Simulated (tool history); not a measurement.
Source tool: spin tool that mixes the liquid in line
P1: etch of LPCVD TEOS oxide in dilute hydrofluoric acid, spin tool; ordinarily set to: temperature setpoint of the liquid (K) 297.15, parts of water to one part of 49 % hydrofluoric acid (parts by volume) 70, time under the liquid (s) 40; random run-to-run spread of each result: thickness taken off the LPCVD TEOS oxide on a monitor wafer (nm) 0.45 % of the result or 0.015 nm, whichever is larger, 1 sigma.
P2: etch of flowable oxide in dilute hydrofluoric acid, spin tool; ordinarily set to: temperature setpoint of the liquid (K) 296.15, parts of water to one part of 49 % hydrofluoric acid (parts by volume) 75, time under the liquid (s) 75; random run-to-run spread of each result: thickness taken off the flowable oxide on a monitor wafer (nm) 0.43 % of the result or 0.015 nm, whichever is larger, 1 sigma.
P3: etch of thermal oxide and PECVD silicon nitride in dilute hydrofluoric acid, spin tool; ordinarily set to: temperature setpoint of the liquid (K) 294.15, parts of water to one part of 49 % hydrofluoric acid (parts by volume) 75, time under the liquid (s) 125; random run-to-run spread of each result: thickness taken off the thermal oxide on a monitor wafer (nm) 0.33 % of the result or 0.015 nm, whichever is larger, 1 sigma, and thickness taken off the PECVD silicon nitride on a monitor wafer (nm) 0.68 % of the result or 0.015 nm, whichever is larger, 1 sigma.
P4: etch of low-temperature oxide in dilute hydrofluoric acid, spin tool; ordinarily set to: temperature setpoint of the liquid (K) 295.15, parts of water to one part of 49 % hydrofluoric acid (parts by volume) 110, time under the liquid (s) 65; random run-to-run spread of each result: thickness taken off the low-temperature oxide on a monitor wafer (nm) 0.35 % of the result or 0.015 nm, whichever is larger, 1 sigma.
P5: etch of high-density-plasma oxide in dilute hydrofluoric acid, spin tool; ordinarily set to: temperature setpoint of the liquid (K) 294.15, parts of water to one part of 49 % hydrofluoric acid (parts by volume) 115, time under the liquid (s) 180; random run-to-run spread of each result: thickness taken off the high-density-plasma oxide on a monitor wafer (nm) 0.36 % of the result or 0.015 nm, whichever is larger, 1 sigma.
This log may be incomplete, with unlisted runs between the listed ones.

run   hour  process that ran  temperature setpoint of the liquid (K)  parts of water to one part of 49 % hydrofluoric acid (parts by volume)  time under the liquid (s)  hours since the thermometer was replaced  hours since the hydrofluoric acid flow meter was replaced  thickness taken off the LPCVD TEOS oxide on a monitor wafer (nm)  thickness taken off the thermal oxide on a monitor wafer (nm)  thickness taken off the PECVD silicon nitride on a monitor wafer (nm)  thickness taken off the flowable oxide on a monitor wafer (nm)  thickness taken off the high-density-plasma oxide on a monitor wafer (nm)  thickness taken off the low-temperature oxide on a monitor wafer (nm)
  1   13.8                P1                                  297.15                                                                      70                         40                                     745.5                                                      297.7                                                            17.044
  2   20.9                P3                                  294.15                                                                      75                        240                                     752.6                                                      304.8                                                                                                                             13.7                                                                 7.4415
  3   36.6                P1                                  297.15                                                                      70                         15                                     768.3                                                      320.5                                                            6.4258
  4   48.8                P2                                  296.15                                                                      75                         15                                     780.5                                                      332.7                                                                                                                                                                                                                                                                  7.9972
  5   63.3                P1                                  293.15                                                                     125                         40                                       795                                                      347.2                                                            7.6509
  6   72.3                P1                                  297.15                                                                      70                         40                                       804                                                      356.2                                                            17.129
  7   80.3                P5                                  294.15                                                                     175                        180                                       812                                                      364.2                                                                                                                                                                                                                                                                                                                                             5.1757
  8   92.1                P1                                  297.15                                                                     100                         40                                     823.8                                                        376                                                             11.49
  9  103.3                P1                                  297.15                                                                      70                         40                                       835                                                      387.2                                                            17.014
 10  112.2                P1                                  304.65                                                                      70                         40                                     843.9                                                      396.1                                                            22.859
 11  123.6                P3                                  294.15                                                                      75                        125                                     855.3                                                      407.5                                                                                                                           7.1498                                                                 3.9264
 12  135.5                P1                                  297.15                                                                      70                         65                                     867.2                                                      419.4                                                            27.975
 13  144.8                P1                                  297.15                                                                      45                         40                                     876.5                                                      428.7                                                            27.435
 14  157.9                P5                                  302.15                                                                     115                        180                                     889.6                                                      441.8                                                                                                                                                                                                                                                                                                                                             11.409
 15  166.5                P1                                  297.15                                                                      70                         40                                     898.2                                                      450.4                                                            17.198
 16  181.2                P4                                  295.15                                                                     165                         65                                     912.9                                                      465.1                                                                                                                                                                                                                                                                                                                                                                                                                    8.2693
 17    190                P4                                  295.15                                                                     110                        100                                     921.7                                                      473.9                                                                                                                                                                                                                                                                                                                                                                                                                    20.512
 18  197.7                P2                                  296.15                                                                      75                         75                                     929.4                                                      481.6                                                                                                                                                                                                                                                                   39.64
 19  213.2                P1                                  297.15                                                                      70                         40                                     944.9                                                      497.1                                                            17.109
 20  225.5                P3                                  294.15                                                                      75                        125                                     957.2                                                      509.4                                                                                                                           7.2076                                                                 3.9053
 21  234.9                P5                                  294.15                                                                     115                         70                                     966.6                                                      518.8                                                                                                                                                                                                                                                                                                                                             3.2395
 22  250.6                P1                                  297.15                                                                      35                         65                                     982.3                                                      534.5                                                            57.851
 23  264.5                P1                                  297.15                                                                      70                         40                                     996.2                                                      548.4                                                            17.204
 24  275.7                P2                                  296.15                                                                      75                         75                                    1007.4                                                      559.6                                                                                                                                                                                                                                                                  39.674
 25  283.4                P2                                  296.15                                                                     130                         75                                    1015.1                                                      567.3                                                                                                                                                                                                                                                                  21.476
 26  296.7                P3                                  294.15                                                                      20                        125                                    1028.4                                                      580.6                                                                                                                           28.781                                                                 14.078
 27  310.1                P4                                  290.15                                                                     110                         65                                    1041.8                                                        594                                                                                                                                                                                                                                                                                                                                                                                                                     10.73
 28  325.6                P3                                  302.65                                                                      75                        125                                    1057.3                                                      609.5                                                                                                                            10.08                                                                 6.8893
 29  335.2                P2                                  303.15                                                                      75                         75                                    1066.9                                                      619.1                                                                                                                                                                                                                                                                  52.486
 30    343                P4                                  295.15                                                                     110                         65                                    1074.7                                                      626.9                                                                                                                                                                                                                                                                                                                                                                                                                    13.296
 31  357.2                P5                                  294.15                                                                     115                        180                                    1088.9                                                      641.1                                                                                                                                                                                                                                                                                                                                              8.386
 32  368.8                P1                                  290.15                                                                      70                         40                                    1100.5                                                      652.7                                                            12.788
 33  377.9                P1                                  297.15                                                                      70                         40                                    1109.6                                                      661.8                                                            17.028
 34  385.1                P1                                  297.15                                                                      70                         40                                    1116.8                                                        669                                                            17.476
 35  393.6                P1                                  297.15                                                                      70                         40                                    1125.3                                                      677.5                                                            17.885
 36    409                P1                                  297.15                                                                      70                         40                                    1140.7                                                      692.9                                                            18.179
 37    424                P1                                  297.15                                                                      70                         40                                    1155.7                                                      707.9                                                            18.385
 38  437.6                P1                                  297.15                                                                      70                         40                                    1169.3                                                      721.5                                                            18.504
 39  448.8                P1                                  297.15                                                                      70                         40                                    1180.5                                                      732.7                                                            18.626
 40  455.7                P1                                  297.15                                                                      70                         40                                    1187.4                                                      739.6                                                            18.575
 41  465.4                P1                                  297.15                                                                      70                         40                                    1197.1                                                      749.3                                                            18.672
 42  476.3                P1                                  297.15                                                                      70                         40                                      1208                                                      760.2                                                            18.728
 43  485.9                P1                                  297.15                                                                      70                         40                                    1217.6                                                      769.8                                                            18.671

The output of P1 has drifted from where it used to be. Each of the 2 causes below, taken at the size shown beside it, accounts for the log equally well:
A: hydrofluoric acid flow above the setpoint (%) = 8.5
B: liquid hotter than its thermometer reads (K) = 2.21
The drift started at roughly hour 377.9.

The check runs listed below each take one wafer, and their results are still question marks. Under which run would the listed causes lead to clearly different results?
check 1  495.5                P4                                  295.15                                                                     110                         65                                                                                                                                                                                                                                                                                                                                                                                                                                                                                                                              ?
check 2  495.5                P3                                  294.15                                                                      75                        125                                                                                                                                                                                                                                     ?                                                                      ?
check 3  495.5                P2                                  296.15                                                                      75                         75                                                                                                                                                                                                                                                                                                                                                                            ?
check 4  495.5                P5                                  294.15                                                                     115                        180                                                                                                                                                                                                                                                                                                                                                                                                                                                       ?

Check results expected under each cause:
  check                                                                     result    if A    if B
check 1      thickness taken off the low-temperature oxide on a monitor wafer (nm)  14.493  14.436
check 2              thickness taken off the thermal oxide on a monitor wafer (nm)  7.8126  7.8281
check 2      thickness taken off the PECVD silicon nitride on a monitor wafer (nm)  4.2239  4.5287
check 3             thickness taken off the flowable oxide on a monitor wafer (nm)  43.434  43.439
check 4  thickness taken off the high-density-plasma oxide on a monitor wafer (nm)  9.1749  9.1422
Per-check spread between the two closest causes, in the result where they differ most: check 1 0.4 %; check 2 6.97 %; check 3 0.01 %; check 4 0.36 %
Of the check runs offered, only check 2 discriminates between the causes; the rest would read about the same regardless of which cause applies.

Then check 2 was run and gave: thickness taken off the thermal oxide on a monitor wafer (nm) 7.8457; thickness taken off the PECVD silicon nitride on a monitor wafer (nm) 4.5455. Which cause is it?

It is B: liquid hotter than its thermometer reads (K).
